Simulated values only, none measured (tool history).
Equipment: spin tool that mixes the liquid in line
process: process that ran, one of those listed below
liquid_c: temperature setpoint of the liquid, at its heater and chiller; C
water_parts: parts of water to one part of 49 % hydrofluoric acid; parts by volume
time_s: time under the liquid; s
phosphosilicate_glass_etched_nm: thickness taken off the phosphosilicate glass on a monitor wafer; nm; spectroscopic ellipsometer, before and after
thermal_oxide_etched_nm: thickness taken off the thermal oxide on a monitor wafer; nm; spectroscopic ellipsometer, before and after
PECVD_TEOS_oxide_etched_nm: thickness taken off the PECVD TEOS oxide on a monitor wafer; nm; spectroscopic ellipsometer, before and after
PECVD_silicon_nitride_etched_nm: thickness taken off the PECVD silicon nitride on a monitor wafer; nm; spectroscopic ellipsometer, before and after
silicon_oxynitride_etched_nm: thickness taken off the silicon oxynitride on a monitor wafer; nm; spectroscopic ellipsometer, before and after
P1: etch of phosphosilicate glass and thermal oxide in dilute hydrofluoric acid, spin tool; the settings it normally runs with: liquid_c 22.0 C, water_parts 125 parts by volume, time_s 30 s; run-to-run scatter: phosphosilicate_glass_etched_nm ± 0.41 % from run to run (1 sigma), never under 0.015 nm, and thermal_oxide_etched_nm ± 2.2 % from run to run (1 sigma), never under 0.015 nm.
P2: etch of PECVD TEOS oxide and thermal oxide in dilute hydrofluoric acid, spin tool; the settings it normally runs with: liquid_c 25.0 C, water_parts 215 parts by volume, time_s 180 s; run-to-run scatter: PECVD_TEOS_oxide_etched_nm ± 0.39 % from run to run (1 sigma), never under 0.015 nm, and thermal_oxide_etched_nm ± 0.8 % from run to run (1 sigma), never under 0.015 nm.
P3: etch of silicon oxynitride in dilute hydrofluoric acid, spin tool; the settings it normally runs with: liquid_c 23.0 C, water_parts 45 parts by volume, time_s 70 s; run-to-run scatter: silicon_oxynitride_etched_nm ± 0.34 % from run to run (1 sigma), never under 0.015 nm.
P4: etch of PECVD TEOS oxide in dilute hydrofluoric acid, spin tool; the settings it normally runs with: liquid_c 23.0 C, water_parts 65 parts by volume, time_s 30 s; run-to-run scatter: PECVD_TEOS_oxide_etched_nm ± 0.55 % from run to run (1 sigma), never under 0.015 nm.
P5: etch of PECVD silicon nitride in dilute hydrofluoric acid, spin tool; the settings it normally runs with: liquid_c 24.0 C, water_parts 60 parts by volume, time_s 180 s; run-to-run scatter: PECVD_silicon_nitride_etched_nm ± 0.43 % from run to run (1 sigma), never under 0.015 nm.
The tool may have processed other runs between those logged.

run	hour	process	liquid_c	water_parts	time_s	phosphosilicate_glass_etched_nm	thermal_oxide_etched_nm	PECVD_TEOS_oxide_etched_nm	PECVD_silicon_nitride_etched_nm	silicon_oxynitride_etched_nm
1	9.2	P1	22.0	125	30	19.8180	1.03080			
2	16.1	P4	23.0	65	30			9.8777		
3	24.6	P5	17.5	60	180				3.3081	
4	33.6	P3	31.0	45	70					8.8647
5	42.7	P2	25.0	215	180		3.43470	14.3330		
6	50.1	P2	25.0	215	20		0.39622	1.6019		
7	55.2	P2	25.0	110	180		7.53380	31.6850		
# hour 58.1: thermometer replaced
8	62.5	P4	23.0	65	15			4.9199		
9	70.7	P1	22.0	125	30	19.4930	0.99329			
10	80.1	P1	17.0	125	30	15.9590	0.84880			
11	89.9	P4	23.0	115	30			5.2101		
12	97.5	P5	24.0	60	180				5.2186	
13	107.4	P4	23.0	65	30			9.7791		
14	116.4	P1	22.0	35	30	77.6300	4.07600			
15	122.9	P1	22.0	125	30	19.5850	1.03090			
16	131.9	P5	24.0	60	180				5.2523	
17	140.7	P2	25.0	215	180		3.47940	14.3680		
18	149.9	P3	23.0	45	70					6.0437
19	160.0	P1	29.5	125	30	26.0200	1.38550			
20	166.4	P3	23.0	20	70					13.8620
21	176.1	P2	17.0	215	180		2.47340	10.6340		
22	184.1	P1	22.0	125	30	19.7210	1.04830			
23	190.4	P3	23.0	45	15					1.3111
24	198.1	P1	22.0	210	30	10.6850	0.58962			
25	204.9	P1	22.0	125	15	9.8047	0.48546			
26	214.1	P1	22.0	125	55	35.9700	1.92140			
27	221.4	P5	24.0	20	180				15.0980	
28	226.1	P5	24.0	60	320				9.2200	
29	232.4	P4	19.5	65	30			8.4379		
30	241.1	P1	27.5	125	50	40.3000	2.05080			
31	250.2	P1	22.0	125	30	19.5570	1.02600			
32	258.6	P1	22.0	125	30	19.6670	1.03740			
33	265.8	P1	22.0	125	30	19.0220	0.97679			
34	275.6	P1	22.0	125	30	18.5100	1.01240			
35	284.6	P1	22.0	125	30	18.3230	1.00440			
36	294.4	P1	22.0	125	30	18.0850	0.93313			
37	303.1	P1	22.0	125	30	18.0020	0.99268			
38	312.9	P1	22.0	125	30	18.1130	0.95921			
39	318.9	P1	22.0	125	30	18.1370	0.93186			

The log shows P1 creeping away from where it was. Any of the 2 causes listed here, at the size stated for it, fits the log just as well as the others:
A: hydrofluoric acid flow below the setpoint (%) = 6.76
B: liquid colder than its thermometer reads (K) = 2.01
The onset of the drift is placed at about hour 258.6.

Consider the 4 single-wafer check runs listed below, results given as question marks: which one distinguishes between the causes by giving clearly different results for each?
check 1	324.9	P3	30.5	45	15					?
check 2	324.9	P4	23.0	105	15			?		
check 3	324.9	P2	20.0	215	180		?	?		
check 4	324.9	P5	20.5	60	180				?	

What each check would give under each cause:
check	result	if A	if B
check 1	silicon_oxynitride_etched_nm	1.7288	1.6928
check 2	PECVD_TEOS_oxide_etched_nm	2.6707	2.6658
check 3	thermal_oxide_etched_nm	2.60550	2.62420
check 3	PECVD_TEOS_oxide_etched_nm	10.9140	10.9920
check 4	PECVD_silicon_nitride_etched_nm	3.8254	3.5620
Distance between the nearest two causes, measured in the result of the check that separates them most: check 1 2.1 %; check 2 0.18 %; check 3 0.71 %; check 4 7.13 %
Only in check 4 would the causes give clearly different results; in the remaining checks their results would be nearly the same.

Check 4 has now been run. It gave: PECVD_silicon_nitride_etched_nm 3.5167 nm. Which of the candidate causes is it?

The correct cause is B, namely: liquid colder than its thermometer reads (K).

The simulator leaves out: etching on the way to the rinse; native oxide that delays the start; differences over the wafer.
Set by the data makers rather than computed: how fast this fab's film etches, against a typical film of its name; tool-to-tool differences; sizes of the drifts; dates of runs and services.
